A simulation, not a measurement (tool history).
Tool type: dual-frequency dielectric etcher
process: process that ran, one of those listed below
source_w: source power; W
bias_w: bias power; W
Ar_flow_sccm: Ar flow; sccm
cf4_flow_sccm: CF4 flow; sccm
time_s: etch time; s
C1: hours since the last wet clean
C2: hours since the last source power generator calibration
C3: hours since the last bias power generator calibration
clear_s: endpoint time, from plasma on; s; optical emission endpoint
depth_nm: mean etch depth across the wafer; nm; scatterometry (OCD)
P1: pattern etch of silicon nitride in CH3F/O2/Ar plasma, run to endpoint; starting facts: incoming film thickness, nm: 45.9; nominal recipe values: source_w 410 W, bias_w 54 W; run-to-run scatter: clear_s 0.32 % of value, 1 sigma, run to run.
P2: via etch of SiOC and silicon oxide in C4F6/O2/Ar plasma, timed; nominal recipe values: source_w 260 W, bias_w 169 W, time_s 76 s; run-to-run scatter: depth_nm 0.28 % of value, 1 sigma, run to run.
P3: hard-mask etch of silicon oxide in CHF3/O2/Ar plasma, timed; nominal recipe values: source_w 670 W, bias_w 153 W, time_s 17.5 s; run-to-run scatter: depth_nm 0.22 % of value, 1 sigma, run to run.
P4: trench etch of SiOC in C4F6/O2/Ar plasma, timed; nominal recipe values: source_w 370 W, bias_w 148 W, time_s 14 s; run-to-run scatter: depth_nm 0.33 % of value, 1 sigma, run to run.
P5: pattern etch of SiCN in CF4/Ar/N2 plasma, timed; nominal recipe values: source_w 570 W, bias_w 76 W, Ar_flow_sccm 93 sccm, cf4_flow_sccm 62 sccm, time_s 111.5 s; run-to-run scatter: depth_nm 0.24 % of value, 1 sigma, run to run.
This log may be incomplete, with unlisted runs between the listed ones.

Run 1, hour 3.9: process P1, source_w 410 W, bias_w 54 W; C1 211.3; C2 496.6; C3 3613.3. Result: clear_s 71.152 s.
Run 2, hour 6.3: process P5, source_w 570 W, bias_w 76 W, Ar_flow_sccm 93 sccm, cf4_flow_sccm 62 sccm, time_s 74 s; C1 213.7; C2 499; C3 3615.7. Result: depth_nm 79.347 nm.
Run 3, hour 9.3: process P4, source_w 510 W, bias_w 148 W, time_s 14 s; C1 216.7; C2 502; C3 3618.7. Result: depth_nm 30.422 nm.
Run 4, hour 13.1: process P4, source_w 370 W, bias_w 199 W, time_s 14 s; C1 220.5; C2 505.8; C3 3622.5. Result: depth_nm 29.465 nm.
Run 5, hour 17.2: process P3, source_w 670 W, bias_w 153 W, time_s 17.5 s; C1 224.6; C2 509.9; C3 3626.6. Result: depth_nm 34.106 nm.
Run 6, hour 19.2: process P3, source_w 670 W, bias_w 119 W, time_s 17.5 s; C1 226.6; C2 511.9; C3 3628.6. Result: depth_nm 31.375 nm.
Run 7, hour 23.9: process P5, source_w 570 W, bias_w 76 W, Ar_flow_sccm 58 sccm, cf4_flow_sccm 62 sccm, time_s 111.5 s; C1 231.3; C2 516.6; C3 3633.3. Result: depth_nm 127.43 nm.
Run 8, hour 26.6: process P5, source_w 570 W, bias_w 105 W, Ar_flow_sccm 93 sccm, cf4_flow_sccm 62 sccm, time_s 111.5 s; C1 234; C2 519.3; C3 3636. Result: depth_nm 134.59 nm.
Run 9, hour 29.9: process P3, source_w 860 W, bias_w 153 W, time_s 17.5 s; C1 237.3; C2 522.6; C3 3639.3. Result: depth_nm 37.609 nm.
Run 10, hour 32.3: process P2, source_w 260 W, bias_w 169 W, time_s 47.5 s; C1 239.7; C2 525; C3 3641.7. Result: depth_nm 43.719 nm.
Run 11, hour 36.1: process P5, source_w 570 W, bias_w 76 W, Ar_flow_sccm 93 sccm, cf4_flow_sccm 62 sccm, time_s 111.5 s; C1 243.5; C2 528.8; C3 3645.5. Result: depth_nm 119.53 nm.
Run 12, hour 39.6: process P1, source_w 410 W, bias_w 54 W; C1 247; C2 532.3; C3 3649. Result: clear_s 71.064 s.
Run 13, hour 43.3: process P3, source_w 670 W, bias_w 153 W, time_s 17.5 s; C1 250.7; C2 536; C3 3652.7. Result: depth_nm 34.133 nm.
Run 14, hour 46.1: process P1, source_w 290 W, bias_w 63 W; C1 253.5; C2 538.8; C3 3655.5. Result: clear_s 76.864 s.
Run 15, hour 50.1: process P1, source_w 520 W, bias_w 54 W; C1 257.5; C2 542.8; C3 3659.5. Result: clear_s 64.783 s.
Run 16, hour 54.6: process P1, source_w 550 W, bias_w 67 W; C1 262; C2 547.3; C3 3664. Result: clear_s 59.002 s.
Run 17, hour 58.6: process P1, source_w 410 W, bias_w 54 W; C1 266; C2 551.3; C3 3668. Result: clear_s 70.984 s.
Run 18, hour 62.4: process P3, source_w 670 W, bias_w 153 W, time_s 24 s; C1 269.8; C2 555.1; C3 3671.8. Result: depth_nm 46.604 nm.
Run 19, hour 66.9: process P1, source_w 410 W, bias_w 54 W; C1 274.3; C2 559.6; C3 3676.3. Result: clear_s 70.981 s.
Run 20, hour 70: process P1, source_w 340 W, bias_w 36 W; C1 277.4; C2 562.7; C3 3679.4. Result: clear_s 86.725 s.
Run 21, hour 73.2: process P1, source_w 410 W, bias_w 54 W; C1 280.6; C2 565.9; C3 3682.6. Result: clear_s 70.714 s.
Run 22, hour 75.4: process P5, source_w 750 W, bias_w 76 W, Ar_flow_sccm 93 sccm, cf4_flow_sccm 62 sccm, time_s 111.5 s; C1 282.8; C2 568.1; C3 3684.8. Result: depth_nm 152.71 nm.
Run 23, hour 79.4: process P4, source_w 370 W, bias_w 148 W, time_s 11 s; C1 286.8; C2 572.1; C3 3688.8. Result: depth_nm 21.105 nm.
Run 24, hour 82.4: process P4, source_w 370 W, bias_w 148 W, time_s 14 s; C1 289.8; C2 575.1; C3 3691.8. Result: depth_nm 26.788 nm.
Run 25, hour 86: process P2, source_w 260 W, bias_w 113 W, time_s 76 s; C1 293.4; C2 578.7; C3 3695.4. Result: depth_nm 61.68 nm.
Run 26, hour 88.4: process P2, source_w 180 W, bias_w 169 W, time_s 76 s; C1 295.8; C2 581.1; C3 3697.8. Result: depth_nm 60.464 nm.
Run 27, hour 92.7: process P1, source_w 410 W, bias_w 54 W; C1 300.1; C2 585.4; C3 3702.1. Result: clear_s 71.231 s.
Run 28, hour 94.8: process P5, source_w 570 W, bias_w 76 W, Ar_flow_sccm 93 sccm, cf4_flow_sccm 62 sccm, time_s 111.5 s; C1 302.2; C2 587.5; C3 3704.2. Result: depth_nm 119.43 nm.
Run 29, hour 97.8: process P1, source_w 410 W, bias_w 68 W; C1 305.2; C2 590.5; C3 3707.2. Result: clear_s 65.997 s.
Run 30, hour 100.2: process P2, source_w 260 W, bias_w 169 W, time_s 76 s; C1 307.6; C2 592.9; C3 3709.6. Result: depth_nm 70.11 nm.
Run 31, hour 103.3: process P1, source_w 300 W, bias_w 54 W; C1 310.7; C2 596; C3 3712.7. Result: clear_s 79.961 s.
Run 32, hour 107.5: process P1, source_w 410 W, bias_w 34 W; C1 314.9; C2 600.2; C3 3716.9. Result: clear_s 81.177 s.
Run 33, hour 111.1: process P4, source_w 370 W, bias_w 148 W, time_s 14 s; C1 318.5; C2 603.8; C3 3720.5. Result: depth_nm 26.801 nm.
Run 34, hour 114.3: process P5, source_w 570 W, bias_w 76 W, Ar_flow_sccm 93 sccm, cf4_flow_sccm 85 sccm, time_s 111.5 s; C1 321.7; C2 607; C3 3723.7. Result: depth_nm 125.35 nm.
Run 35, hour 117.2: process P1, source_w 410 W, bias_w 54 W; C1 324.6; C2 609.9; C3 3726.6. Result: clear_s 71.278 s.

Expected results for the next run?
Run 36, hour 121.9: process P1, source_w 410 W, bias_w 54 W; C1 329.3; C2 614.6; C3 3731.3. Result: clear_s ?.

Run 36 measured clear_s 71.462 s.

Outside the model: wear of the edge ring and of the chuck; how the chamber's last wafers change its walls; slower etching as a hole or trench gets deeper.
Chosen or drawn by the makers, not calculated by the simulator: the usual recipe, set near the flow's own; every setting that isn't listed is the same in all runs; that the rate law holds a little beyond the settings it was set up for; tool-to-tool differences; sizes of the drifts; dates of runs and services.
